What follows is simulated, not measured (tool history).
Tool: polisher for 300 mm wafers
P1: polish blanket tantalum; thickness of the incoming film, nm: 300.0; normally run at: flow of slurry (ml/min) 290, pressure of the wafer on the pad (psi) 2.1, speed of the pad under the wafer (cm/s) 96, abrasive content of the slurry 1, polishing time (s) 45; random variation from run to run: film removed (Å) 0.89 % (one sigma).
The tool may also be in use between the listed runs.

run,hour,flow of slurry (ml/min),pressure of the wafer on the pad (psi),speed of the pad under the wafer (cm/s),abrasive content of the slurry,polishing time (s),film removed (Å)
1,10.3,290,2.1,96,1,45,679.81
2,18.5,220,2.1,96,1,28,420.22
3,26.7,290,3.1,96,1,45,1014.5
4,35.1,290,0.9,96,1,45,294.38
5,45.3,455,2.1,96,1,45,719.89
6,56.5,290,1,96,0.75,45,306.13
7,66.9,290,2.1,96,1,66,1003.9
8,74.8,290,2.1,96,1,45,686.26
9,80.2,290,2.1,96,1,45,682.13
10,88.7,290,2.1,96,0.55,45,551.87
# hour 89.9: slurry nozzle cleaned
11,98.4,290,2.1,96,1.4,27,451.83
12,104.4,290,2.1,136,1,45,976.8
13,115.1,175,2.1,96,1,45,651.2
14,124.4,290,2.1,96,1,45,691.5
15,131.8,290,2.1,96,1,20,300.56
16,136.8,290,2.1,52,1,45,368.54
17,146.2,290,2.1,96,1.3,45,743.27
18,153.5,290,2.1,96,1,45,705.4
19,164,290,2.1,96,1,45,656.13
20,172.2,290,2.1,96,1,45,635.76
21,181.8,290,2.1,96,1,45,627.8
# hour 183.7: worn pad replaced by a new one
# hour 188.9: slurry nozzle cleaned
22,192.4,290,2.1,96,1,45,622.19
23,199.9,290,2.1,96,1,45,625.3
24,209.3,290,2.1,96,1,45,612.4
25,214.5,290,2.1,96,1,45,600.99
26,221.1,290,2.1,96,1,45,613.95

What P1 gives has crept away from where it was. These 2 causes fit the log equally well, each at the size given:
A: head's pressure below its setpoint, % = 11.4
B: abrasive missing from the slurry, % = 31.1
The creep began at about hour 153.5.
Why every other cause is out:
removal rate lost through wear of the pad, %: serviced at hour 183.7, which brought nothing back
slurry flow missing at the pad, %: serviced at hour 188.9, which brought nothing back

4 check runs are offered, each on 2 wafers whose results are averaged, their results left as question marks. Which one tells the causes apart?
check 1,227.7,175,1,96,1,45,?
check 2,227.7,445,1.6,96,1,45,?
check 3,227.7,430,2.1,96,1,45,?
check 4,227.7,290,2.1,96,0.6,45,?

What each check would give under each cause:
check,result,if A,if B
check 1,film removed (Å),272.98,272.91
check 2,film removed (Å),479.41,479.28
check 3,film removed (Å),627.88,627.71
check 4,film removed (Å),511.55,489.07
How far apart the two closest causes lie, in the result that separates them most: check 1 0.03 %; check 2 0.03 %; check 3 0.03 %; check 4 4.49 %
Only check 4 tells the causes apart: in the others they would give nearly the same result.

Then check 4 was run and gave: film removed (Å) 487.95. Which cause is it?

It is B: abrasive missing from the slurry, %.

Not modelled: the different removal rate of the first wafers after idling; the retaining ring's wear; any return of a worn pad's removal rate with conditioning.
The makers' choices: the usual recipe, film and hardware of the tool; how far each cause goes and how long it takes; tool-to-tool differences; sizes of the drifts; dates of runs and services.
